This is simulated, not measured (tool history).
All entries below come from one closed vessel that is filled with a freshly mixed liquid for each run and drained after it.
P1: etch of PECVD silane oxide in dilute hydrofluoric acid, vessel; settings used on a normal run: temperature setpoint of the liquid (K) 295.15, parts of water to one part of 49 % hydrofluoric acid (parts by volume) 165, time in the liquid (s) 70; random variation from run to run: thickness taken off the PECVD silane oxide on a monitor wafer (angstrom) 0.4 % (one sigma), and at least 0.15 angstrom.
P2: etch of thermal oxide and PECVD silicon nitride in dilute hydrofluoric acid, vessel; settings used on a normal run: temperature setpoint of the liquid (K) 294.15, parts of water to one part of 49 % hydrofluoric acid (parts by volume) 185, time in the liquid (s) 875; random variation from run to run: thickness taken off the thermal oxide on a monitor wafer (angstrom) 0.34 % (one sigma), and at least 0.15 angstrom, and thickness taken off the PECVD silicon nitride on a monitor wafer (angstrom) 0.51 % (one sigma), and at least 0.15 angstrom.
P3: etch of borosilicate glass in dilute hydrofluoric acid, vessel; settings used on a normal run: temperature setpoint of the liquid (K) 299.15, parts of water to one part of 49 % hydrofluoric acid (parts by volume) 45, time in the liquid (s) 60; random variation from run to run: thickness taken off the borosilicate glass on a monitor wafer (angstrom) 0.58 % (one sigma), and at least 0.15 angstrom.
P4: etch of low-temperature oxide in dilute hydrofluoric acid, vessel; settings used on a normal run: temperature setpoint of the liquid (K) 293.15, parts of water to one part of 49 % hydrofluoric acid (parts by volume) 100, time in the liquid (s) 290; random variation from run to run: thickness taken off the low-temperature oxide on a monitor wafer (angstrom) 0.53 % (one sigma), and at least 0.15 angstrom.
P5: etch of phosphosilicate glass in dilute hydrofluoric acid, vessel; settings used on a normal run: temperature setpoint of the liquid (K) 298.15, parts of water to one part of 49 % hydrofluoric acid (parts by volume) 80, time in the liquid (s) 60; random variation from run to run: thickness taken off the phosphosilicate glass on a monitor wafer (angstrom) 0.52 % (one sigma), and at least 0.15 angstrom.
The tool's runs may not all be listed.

run,day,process that ran,temperature setpoint of the liquid (K),parts of water to one part of 49 % hydrofluoric acid (parts by volume),time in the liquid (s),hours since the thermometer was replaced,hours since the hydrofluoric acid flow meter was replaced,thickness taken off the PECVD silane oxide on a monitor wafer (angstrom),thickness taken off the low-temperature oxide on a monitor wafer (angstrom),thickness taken off the phosphosilicate glass on a monitor wafer (angstrom),thickness taken off the thermal oxide on a monitor wafer (angstrom),thickness taken off the PECVD silicon nitride on a monitor wafer (angstrom),thickness taken off the borosilicate glass on a monitor wafer (angstrom)
1,0.283,P1,295.15,165,70,688.2,203.7,150.460,,,,,
2,0.708,P4,293.15,100,290,698.4,213.9,,317.19,,,,
3,1.062,P5,298.15,80,30,706.9,222.4,,,530.05,,,
4,1.275,P1,295.15,165,70,712.0,227.5,151.330,,,,,
5,1.725,P2,294.15,300,875,722.8,238.3,,,,103.66,83.247,
6,2.042,P3,299.15,60,60,730.4,245.9,,,,,,315.64
7,2.408,P2,298.65,185,875,739.2,254.7,,,,222.91,180.640,
8,2.633,P1,295.15,275,70,744.6,260.1,81.416,,,,,
9,2.950,P1,295.15,165,70,752.2,267.7,150.850,,,,,
10,3.208,P1,299.65,165,70,758.4,273.9,178.620,,,,,
11,3.417,P3,293.65,45,60,763.4,278.9,,,,,,341.60
12,3.679,P1,295.15,165,70,769.7,285.2,151.340,,,,,
13,4.008,P1,290.15,165,70,777.6,293.1,124.480,,,,,
14,4.358,P3,299.15,45,30,786.0,301.5,,,,,,213.72
15,4.712,P5,298.15,80,60,794.5,310.0,,,1072.10,,,
16,5.129,P1,295.15,165,130,804.5,320.0,280.610,,,,,
17,5.375,P5,304.15,80,60,810.4,325.9,,,1359.70,,,
18,5.708,P1,295.15,165,30,818.4,333.9,64.846,,,,,
19,6.083,P4,290.15,100,290,827.4,342.9,,279.12,,,,
20,6.533,P4,293.15,180,290,838.2,353.7,,161.97,,,,
21,6.758,P1,290.15,165,30,843.6,359.1,52.749,,,,,
22,7.150,P4,293.15,100,535,853.0,368.5,,583.80,,,,
23,7.458,P2,294.15,185,875,860.4,375.9,,,,187.31,133.760,
24,7.796,P3,299.15,45,60,868.5,384.0,,,,,,433.79
25,8.246,P2,294.15,185,1745,879.3,394.8,,,,374.93,268.390,
26,8.688,P1,295.15,165,70,889.9,405.4,151.010,,,,,
27,9.071,P1,295.15,45,70,899.1,414.6,636.880,,,,,
28,9.392,P2,294.15,185,875,906.8,422.3,,,,187.13,135.290,
29,9.767,P5,298.15,80,60,915.8,431.3,,,1078.40,,,
30,10.062,P5,298.15,35,60,922.9,438.4,,,2604.70,,,
31,10.479,P1,295.15,165,70,932.9,448.4,152.070,,,,,
32,10.892,P1,295.15,165,70,942.8,458.3,145.280,,,,,
33,11.175,P1,295.15,165,70,949.6,465.1,143.050,,,,,
34,11.600,P1,295.15,165,70,959.8,475.3,140.720,,,,,
35,12.042,P1,295.15,165,70,970.4,485.9,140.480,,,,,
36,12.354,P1,295.15,165,70,977.9,493.4,140.400,,,,,
37,12.762,P1,295.15,165,70,987.7,503.2,139.180,,,,,

What P1 gives has crept off from where it sat before. The 2 causes that follow fit the log equally well, each at the size noted:
A: liquid colder than its thermometer reads (K) = 2.02
B: hydrofluoric acid flow below the setpoint (%) = 6.43
The onset of the drift is placed at about day 10.479.

Listed below are the offered check runs, one wafer per run, with question marks in place of results. For which of them would the causes give clearly different outcomes?
check 1,13.171,P5,298.15,80,60,,,,,?,,,
check 2,13.171,P3,299.15,45,60,,,,,,,,?
check 3,13.171,P4,293.15,100,290,,,,?,,,,
check 4,13.171,P2,294.15,185,875,,,,,,?,?,

Check results expected under each cause:
check,result,if A,if B
check 1,thickness taken off the phosphosilicate glass on a monitor wafer (angstrom),986.56,994.12
check 2,thickness taken off the borosilicate glass on a monitor wafer (angstrom),396.82,401.65
check 3,thickness taken off the low-temperature oxide on a monitor wafer (angstrom),291.77,294.60
check 4,thickness taken off the thermal oxide on a monitor wafer (angstrom),173.57,173.46
check 4,thickness taken off the PECVD silicon nitride on a monitor wafer (angstrom),117.150,125.440
How far apart the two closest causes lie, in the result that separates them most: check 1 0.76 %; check 2 1.21 %; check 3 0.96 %; check 4 6.84 %
Only in check 4 would the causes give clearly different results; in the remaining checks their results would be nearly the same.

Then check 4 was run and gave: thickness taken off the thermal oxide on a monitor wafer (angstrom) 172.41; thickness taken off the PECVD silicon nitride on a monitor wafer (angstrom) 117.180. Which cause is it?

It was cause A: liquid colder than its thermometer reads (K).
